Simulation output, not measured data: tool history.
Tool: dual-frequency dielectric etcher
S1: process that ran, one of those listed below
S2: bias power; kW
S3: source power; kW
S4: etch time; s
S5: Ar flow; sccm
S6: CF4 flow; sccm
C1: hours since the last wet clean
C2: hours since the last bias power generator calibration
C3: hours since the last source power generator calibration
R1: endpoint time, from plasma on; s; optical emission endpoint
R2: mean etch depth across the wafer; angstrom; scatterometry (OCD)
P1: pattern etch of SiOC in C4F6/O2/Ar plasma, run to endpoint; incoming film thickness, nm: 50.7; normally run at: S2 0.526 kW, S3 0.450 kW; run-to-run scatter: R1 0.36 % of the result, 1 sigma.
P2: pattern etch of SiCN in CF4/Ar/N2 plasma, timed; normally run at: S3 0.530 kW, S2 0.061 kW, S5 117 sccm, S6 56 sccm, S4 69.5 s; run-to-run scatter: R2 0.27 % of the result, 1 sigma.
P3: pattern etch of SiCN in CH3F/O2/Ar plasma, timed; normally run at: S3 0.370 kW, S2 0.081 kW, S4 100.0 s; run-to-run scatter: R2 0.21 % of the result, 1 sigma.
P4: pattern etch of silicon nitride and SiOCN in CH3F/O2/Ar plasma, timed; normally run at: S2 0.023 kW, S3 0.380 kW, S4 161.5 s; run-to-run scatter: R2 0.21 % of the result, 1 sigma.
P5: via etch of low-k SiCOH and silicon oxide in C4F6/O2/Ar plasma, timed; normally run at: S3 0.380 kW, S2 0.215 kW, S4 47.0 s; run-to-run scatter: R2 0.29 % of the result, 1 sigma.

| run | hour | S1 | S2 | S3 | S4 | S5 | S6 | C1 | C2 | C3 | R1 | R2 |
|---|---|---|---|---|---|---|---|---|---|---|---|---|
| 1 | 12.5 | P1 | 0.526 | 0.450 |  |  |  | 110.9 | 1006.1 | 976.0 | 16.069 |  |
| 2 | 21.3 | P3 | 0.049 | 0.370 | 100.0 |  |  | 119.7 | 1014.9 | 984.8 |  | 313.47 |
| 3 | 30.4 | P5 | 0.215 | 0.380 | 47.0 |  |  | 128.8 | 1024.0 | 993.9 |  | 1142.10 |
| 4 | 42.2 | P1 | 0.313 | 0.450 |  |  |  | 140.6 | 1035.8 | 1005.7 | 19.334 |  |
| 5 | 52.7 | P2 | 0.049 | 0.530 | 69.5 | 117 | 56 | 151.1 | 1046.3 | 1016.2 |  | 565.84 |
| 6 | 63.9 | P2 | 0.061 | 0.530 | 69.5 | 117 | 68 | 162.3 | 1057.5 | 1027.4 |  | 634.70 |
|  | 76.6 | wet clean of the chamber |
| 7 | 76.9 | P2 | 0.061 | 0.390 | 69.5 | 117 | 56 | 0.4 | 1070.5 | 1040.4 |  | 468.92 |
| 8 | 89.9 | P2 | 0.061 | 0.530 | 91.0 | 117 | 56 | 13.4 | 1083.5 | 1053.4 |  | 802.27 |
| 9 | 105.2 | P5 | 0.215 | 0.380 | 47.0 |  |  | 28.7 | 1098.8 | 1068.7 |  | 1142.90 |
| 10 | 122.0 | P1 | 0.711 | 0.560 |  |  |  | 45.5 | 1115.6 | 1085.5 | 13.131 |  |
| 11 | 136.5 | P4 | 0.023 | 0.270 | 161.5 |  |  | 60.0 | 1130.1 | 1100.0 |  | 194.90 |
| 12 | 145.4 | P1 | 0.702 | 0.300 |  |  |  | 68.9 | 1139.0 | 1108.9 | 16.533 |  |
| 13 | 161.6 | P1 | 0.674 | 0.450 |  |  |  | 85.1 | 1155.2 | 1125.1 | 14.613 |  |
| 14 | 172.3 | P1 | 0.526 | 0.450 |  |  |  | 95.8 | 1165.9 | 1135.8 | 15.990 |  |
| 15 | 183.9 | P5 | 0.215 | 0.220 | 47.0 |  |  | 107.4 | 1177.5 | 1147.4 |  | 925.90 |
| 16 | 200.6 | P2 | 0.061 | 0.530 | 69.5 | 79 | 56 | 124.1 | 1194.2 | 1164.1 |  | 651.79 |
| 17 | 211.1 | P2 | 0.061 | 0.530 | 69.5 | 117 | 56 | 134.6 | 1204.7 | 1174.6 |  | 614.16 |
| 18 | 227.0 | P1 | 0.526 | 0.300 |  |  |  | 150.5 | 1220.6 | 1190.5 | 18.583 |  |
| 19 | 237.3 | P1 | 0.526 | 0.540 |  |  |  | 160.8 | 1230.9 | 1200.8 | 14.996 |  |
| 20 | 247.8 | P1 | 0.526 | 0.450 |  |  |  | 171.3 | 1241.4 | 1211.3 | 15.977 |  |
| 21 | 261.2 | P4 | 0.023 | 0.380 | 125.5 |  |  | 184.7 | 1254.8 | 1224.7 |  | 169.66 |
| 22 | 273.9 | P4 | 0.013 | 0.380 | 161.5 |  |  | 197.4 | 1267.5 | 1237.4 |  | 172.37 |
| 23 | 286.4 | P3 | 0.081 | 0.370 | 133.0 |  |  | 209.9 | 1280.0 | 1249.9 |  | 495.05 |
| 24 | 299.4 | P3 | 0.081 | 0.370 | 100.0 |  |  | 222.9 | 1293.0 | 1262.9 |  | 372.48 |
| 25 | 310.1 | P3 | 0.081 | 0.510 | 100.0 |  |  | 233.6 | 1303.7 | 1273.6 |  | 420.39 |
| 26 | 319.2 | P5 | 0.126 | 0.380 | 47.0 |  |  | 242.7 | 1312.8 | 1282.7 |  | 962.40 |
| 27 | 327.1 | P1 | 0.526 | 0.450 |  |  |  | 250.6 | 1320.7 | 1290.6 | 16.095 |  |
| 28 | 337.3 | P4 | 0.023 | 0.380 | 161.5 |  |  | 260.8 | 1330.9 | 1300.8 |  | 218.41 |
| 29 | 345.6 | P5 | 0.215 | 0.380 | 67.0 |  |  | 269.1 | 1339.2 | 1309.1 |  | 1629.10 |
| 30 | 361.3 | P1 | 0.526 | 0.450 |  |  |  | 284.8 | 1354.9 | 1324.8 | 15.982 |  |
| 31 | 369.5 | P2 | 0.061 | 0.530 | 69.5 | 117 | 56 | 293.0 | 1363.1 | 1333.0 |  | 613.71 |
| 32 | 383.6 | P1 | 0.526 | 0.450 |  |  |  | 307.1 | 1377.2 | 1347.1 | 16.031 |  |
| 33 | 398.5 | P1 | 0.526 | 0.450 |  |  |  | 322.0 | 1392.1 | 1362.0 | 15.763 |  |
| 34 | 415.3 | P1 | 0.526 | 0.450 |  |  |  | 338.8 | 1408.9 | 1378.8 | 15.719 |  |
|  | 419.9 | wet clean of the chamber |
| 35 | 424.4 | P1 | 0.526 | 0.450 |  |  |  | 4.6 | 1418.0 | 1387.9 | 15.731 |  |
| 36 | 436.7 | P1 | 0.526 | 0.450 |  |  |  | 16.9 | 1430.3 | 1400.2 | 15.672 |  |
| 37 | 444.3 | P1 | 0.526 | 0.450 |  |  |  | 24.5 | 1437.9 | 1407.8 | 15.780 |  |
| 38 | 457.9 | P1 | 0.526 | 0.450 |  |  |  | 38.1 | 1451.5 | 1421.4 | 15.687 |  |

What P1 gives has crept away from where it was. These 2 causes fit the log equally well, each at the size given:
A: source power that arrives over what is set, % = 4.94
B: bias power that arrives over what is set, % = 4.85
The creep began at about hour 383.6.
Why every other cause is out:
chamber walls in a state that raises the etch rate, %: serviced at hour 419.9, which brought nothing back

4 check runs are offered, one wafer each, their results left as question marks. Which one tells the causes apart?
| check 1 | 471.5 | P3 | 0.069 | 0.490 | 100.0 |  |  |  |  |  |  | ? |
| check 2 | 471.5 | P2 | 0.061 | 0.530 | 69.5 | 100 | 56 |  |  |  |  | ? |
| check 3 | 471.5 | P5 | 0.156 | 0.270 | 47.0 |  |  |  |  |  |  | ? |
| check 4 | 471.5 | P4 | 0.014 | 0.380 | 161.5 |  |  |  |  |  |  | ? |

What each check would give under each cause:
| check | result | if A | if B |
|---|---|---|---|
| check 1 | R2 | 398.13 | 397.39 |
| check 2 | R2 | 655.42 | 638.54 |
| check 3 | R2 | 920.00 | 916.53 |
| check 4 | R2 | 180.53 | 180.81 |
How far apart the two closest causes lie, in the result that separates them most: check 1 0.19 %; check 2 2.61 %; check 3 0.38 %; check 4 0.16 %
Check 2 tells the causes apart: in the others they would give nearly the same result.

Check 2 was then run and gave: R2 657.23 angstrom. Which cause is it?

It is A: source power that arrives over what is set, %.

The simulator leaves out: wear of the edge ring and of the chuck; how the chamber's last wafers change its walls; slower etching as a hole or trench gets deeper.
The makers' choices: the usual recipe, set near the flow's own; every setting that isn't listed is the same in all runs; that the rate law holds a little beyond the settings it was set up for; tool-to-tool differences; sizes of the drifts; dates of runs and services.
